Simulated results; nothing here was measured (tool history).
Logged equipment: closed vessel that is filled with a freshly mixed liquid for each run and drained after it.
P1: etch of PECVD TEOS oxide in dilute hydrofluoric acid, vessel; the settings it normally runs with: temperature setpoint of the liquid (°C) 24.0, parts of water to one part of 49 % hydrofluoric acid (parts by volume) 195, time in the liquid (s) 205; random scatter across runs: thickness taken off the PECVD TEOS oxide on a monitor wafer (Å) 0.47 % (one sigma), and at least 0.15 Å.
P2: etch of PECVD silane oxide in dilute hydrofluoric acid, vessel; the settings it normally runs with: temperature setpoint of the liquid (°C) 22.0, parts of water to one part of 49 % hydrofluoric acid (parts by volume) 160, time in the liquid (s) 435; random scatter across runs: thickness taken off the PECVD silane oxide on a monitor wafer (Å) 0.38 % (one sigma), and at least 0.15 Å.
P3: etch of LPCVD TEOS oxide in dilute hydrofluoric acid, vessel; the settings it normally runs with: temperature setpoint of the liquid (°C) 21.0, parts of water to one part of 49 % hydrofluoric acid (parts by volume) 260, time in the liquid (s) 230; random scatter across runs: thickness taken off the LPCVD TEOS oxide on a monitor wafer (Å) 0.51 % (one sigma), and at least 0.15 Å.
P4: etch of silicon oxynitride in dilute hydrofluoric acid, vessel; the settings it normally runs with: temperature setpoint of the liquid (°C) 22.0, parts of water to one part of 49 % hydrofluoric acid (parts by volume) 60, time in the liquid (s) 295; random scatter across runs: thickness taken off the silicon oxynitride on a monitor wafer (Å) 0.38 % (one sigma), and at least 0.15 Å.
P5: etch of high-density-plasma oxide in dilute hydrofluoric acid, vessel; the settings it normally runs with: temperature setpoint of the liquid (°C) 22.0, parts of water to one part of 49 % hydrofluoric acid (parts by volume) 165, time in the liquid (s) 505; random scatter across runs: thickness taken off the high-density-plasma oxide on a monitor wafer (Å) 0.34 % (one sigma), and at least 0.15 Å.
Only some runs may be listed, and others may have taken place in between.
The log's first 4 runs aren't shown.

run	hour	process that ran	temperature setpoint of the liquid (°C)	parts of water to one part of 49 % hydrofluoric acid (parts by volume)	time in the liquid (s)	hours since the thermometer was replaced	hours since the hydrofluoric acid flow meter was replaced	thickness taken off the PECVD TEOS oxide on a monitor wafer (Å)	thickness taken off the PECVD silane oxide on a monitor wafer (Å)	thickness taken off the high-density-plasma oxide on a monitor wafer (Å)	thickness taken off the silicon oxynitride on a monitor wafer (Å)	thickness taken off the LPCVD TEOS oxide on a monitor wafer (Å)
5	45.8	P4	22.0	60	95	794.2	1358.2				55.784	
6	53.5	P4	17.0	60	295	801.9	1365.9				135.530	
7	65.3	P3	17.0	260	230	813.7	1377.7					250.43
8	72.0	P1	24.0	105	320	820.4	1384.4	884.000				
9	81.5	P1	28.0	195	205	829.9	1393.9	318.230				
10	87.3	P1	24.0	195	40	835.7	1399.7	53.752				
11	98.7	P4	22.0	30	295	847.1	1411.1				355.050	
12	105.9	P1	24.0	195	305	854.3	1418.3	409.940				
13	111.9	P4	22.0	60	295	860.3	1424.3				172.600	
14	120.0	P2	22.0	160	860	868.4	1432.4		1099.80			
15	128.0	P1	17.0	195	205	876.4	1440.4	208.700				
16	133.2	P5	22.0	165	985	881.6	1445.6			577.45		
17	140.7	P1	20.5	280	205	889.1	1453.1	154.210				
18	149.7	P5	22.0	165	505	898.1	1462.1			293.75		
19	155.8	P3	21.0	390	230	904.2	1468.2					170.69
20	166.1	P1	24.0	65	205	914.5	1478.5	967.030				
21	176.4	P1	20.5	195	30	924.8	1488.8	35.550				
22	182.5	P3	21.0	260	230	930.9	1494.9					286.24
23	193.4	P1	24.0	270	205	941.8	1505.8	185.450				

The next listed run, before its measurement:
24	199.4	P1	24.0	195	205	947.8	1511.8	?				

Run 24 measured thickness taken off the PECVD TEOS oxide on a monitor wafer (Å) 273.050.

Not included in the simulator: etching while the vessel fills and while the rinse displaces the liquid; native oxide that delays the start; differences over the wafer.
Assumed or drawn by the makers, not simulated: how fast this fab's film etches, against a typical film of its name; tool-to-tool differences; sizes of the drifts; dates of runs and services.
